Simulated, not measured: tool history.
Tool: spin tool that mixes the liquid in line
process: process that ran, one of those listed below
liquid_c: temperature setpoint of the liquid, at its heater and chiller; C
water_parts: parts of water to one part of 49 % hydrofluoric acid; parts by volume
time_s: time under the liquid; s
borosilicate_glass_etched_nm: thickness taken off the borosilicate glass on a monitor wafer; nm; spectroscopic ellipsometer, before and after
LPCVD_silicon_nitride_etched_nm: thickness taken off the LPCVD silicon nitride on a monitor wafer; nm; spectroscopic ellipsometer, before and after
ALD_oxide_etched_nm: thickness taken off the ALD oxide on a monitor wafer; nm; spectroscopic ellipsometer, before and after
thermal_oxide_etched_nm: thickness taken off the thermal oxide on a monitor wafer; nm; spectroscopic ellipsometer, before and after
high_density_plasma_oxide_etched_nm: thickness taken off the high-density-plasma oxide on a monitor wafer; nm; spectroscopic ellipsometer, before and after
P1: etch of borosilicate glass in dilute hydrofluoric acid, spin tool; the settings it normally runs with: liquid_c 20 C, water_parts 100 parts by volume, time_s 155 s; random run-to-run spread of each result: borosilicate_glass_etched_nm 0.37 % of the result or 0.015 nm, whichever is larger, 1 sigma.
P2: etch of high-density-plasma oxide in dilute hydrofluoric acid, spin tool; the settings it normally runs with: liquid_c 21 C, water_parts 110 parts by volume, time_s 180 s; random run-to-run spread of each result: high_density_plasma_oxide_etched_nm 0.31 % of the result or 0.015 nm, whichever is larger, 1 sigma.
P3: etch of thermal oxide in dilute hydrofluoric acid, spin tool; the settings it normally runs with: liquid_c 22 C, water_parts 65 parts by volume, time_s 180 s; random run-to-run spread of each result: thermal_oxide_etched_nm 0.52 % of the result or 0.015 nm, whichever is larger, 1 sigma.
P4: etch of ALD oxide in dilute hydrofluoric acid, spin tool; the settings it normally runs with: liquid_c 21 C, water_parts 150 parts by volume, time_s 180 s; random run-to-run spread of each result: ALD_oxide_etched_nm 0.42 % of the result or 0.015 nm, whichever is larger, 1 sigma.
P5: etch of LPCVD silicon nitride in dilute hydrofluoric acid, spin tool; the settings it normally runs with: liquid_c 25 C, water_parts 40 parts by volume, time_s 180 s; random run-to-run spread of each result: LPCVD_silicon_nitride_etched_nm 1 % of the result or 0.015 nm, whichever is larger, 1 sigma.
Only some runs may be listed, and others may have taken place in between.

| run | day | process | liquid_c | water_parts | time_s | hours since the thermometer was replaced | hours since the hydrofluoric acid flow meter was replaced | borosilicate_glass_etched_nm | LPCVD_silicon_nitride_etched_nm | ALD_oxide_etched_nm | thermal_oxide_etched_nm | high_density_plasma_oxide_etched_nm |
|---|---|---|---|---|---|---|---|---|---|---|---|---|
| 1 | 0.254 | P1 | 20 | 100 | 155 | 1866.4 | 238.8 | 61.829 |  |  |  |  |
| 2 | 0.671 | P1 | 20 | 100 | 155 | 1876.4 | 248.8 | 61.725 |  |  |  |  |
| 3 | 0.888 | P1 | 17 | 100 | 230 | 1881.6 | 254 | 81.083 |  |  |  |  |
| 4 | 1.317 | P1 | 20 | 100 | 155 | 1891.9 | 264.3 | 62.125 |  |  |  |  |
| 5 | 1.571 | P1 | 20 | 100 | 155 | 1898 | 270.4 | 62.061 |  |  |  |  |
| 6 | 1.8 | P1 | 20 | 140 | 155 | 1903.5 | 275.9 | 42.272 |  |  |  |  |
| 7 | 2.192 | P5 | 25 | 40 | 180 | 1912.9 | 285.3 |  | 2.4735 |  |  |  |
| 8 | 2.562 | P4 | 21 | 265 | 180 | 1921.8 | 294.2 |  |  | 8.6039 |  |  |
| 9 | 2.95 | P1 | 20 | 100 | 295 | 1931.1 | 303.5 | 117.88 |  |  |  |  |
| 10 | 3.388 | P3 | 22 | 40 | 180 | 1941.6 | 314 |  |  |  | 21.705 |  |
| 11 | 3.804 | P2 | 21 | 110 | 180 | 1951.6 | 324 |  |  |  |  | 11.942 |
| 12 | 4.188 | P1 | 20 | 100 | 155 | 1960.8 | 333.2 | 61.819 |  |  |  |  |
| 13 | 4.612 | P2 | 21 | 180 | 180 | 1971 | 343.4 |  |  |  |  | 6.7511 |
| 14 | 5.071 | P3 | 22 | 65 | 180 | 1982 | 354.4 |  |  |  | 12.848 |  |
| 15 | 5.458 | P3 | 22 | 65 | 180 | 1991.3 | 363.7 |  |  |  | 13.029 |  |
| 16 | 5.679 | P1 | 20 | 100 | 35 | 1996.6 | 369 | 13.965 |  |  |  |  |
| 17 | 6.046 | P5 | 25 | 40 | 80 | 2005.4 | 377.8 |  | 1.133 |  |  |  |
| 18 | 6.271 | P4 | 17 | 150 | 180 | 2010.8 | 383.2 |  |  | 14.462 |  |  |
| 19 | 6.712 | P2 | 21 | 110 | 320 | 2021.4 | 393.8 |  |  |  |  | 21.246 |
| 20 | 7.008 | P1 | 17 | 40 | 155 | 2028.5 | 400.9 | 145.89 |  |  |  |  |
| 21 | 7.404 | P1 | 17 | 100 | 155 | 2038 | 410.4 | 54.55 |  |  |  |  |
| 22 | 7.704 | P1 | 26.5 | 100 | 155 | 2045.2 | 417.6 | 80.149 |  |  |  |  |
| 23 | 8.012 | P4 | 21 | 150 | 180 | 2052.6 | 425 |  |  | 17.036 |  |  |
| 24 | 8.25 | P2 | 21 | 110 | 180 | 2058.3 | 430.7 |  |  |  |  | 11.897 |
| 25 | 8.546 | P3 | 30 | 65 | 180 | 2065.4 | 437.8 |  |  |  | 17.804 |  |
| 26 | 8.929 | P4 | 21 | 150 | 65 | 2074.6 | 447 |  |  | 6.1252 |  |  |
| 27 | 9.225 | P3 | 22 | 65 | 45 | 2081.7 | 454.1 |  |  |  | 3.2244 |  |
|  | 9.346 | thermometer replaced |
| 28 | 9.467 | P5 | 30 | 40 | 180 | 3 | 459.9 |  | 3.4038 |  |  |  |
| 29 | 9.796 | P2 | 27.5 | 110 | 180 | 10.9 | 467.8 |  |  |  |  | 15.323 |
| 30 | 10.042 | P4 | 21 | 150 | 180 | 16.8 | 473.7 |  |  | 17.047 |  |  |
| 31 | 10.329 | P1 | 20 | 65 | 155 | 23.7 | 480.6 | 99.37 |  |  |  |  |
| 32 | 10.592 | P1 | 20 | 100 | 155 | 30 | 486.9 | 61.816 |  |  |  |  |
| 33 | 10.942 | P5 | 25 | 20 | 180 | 38.4 | 495.3 |  | 4.8352 |  |  |  |
| 34 | 11.383 | P1 | 20 | 100 | 155 | 49 | 505.9 | 61.742 |  |  |  |  |

Run 35, settings as shown, results not yet in. Your forecast:
| 35 | 11.829 | P1 | 20 | 100 | 155 | 59.7 | 516.6 | ? |  |  |  |  |

borosilicate_glass_etched_nm: 65.106 nm

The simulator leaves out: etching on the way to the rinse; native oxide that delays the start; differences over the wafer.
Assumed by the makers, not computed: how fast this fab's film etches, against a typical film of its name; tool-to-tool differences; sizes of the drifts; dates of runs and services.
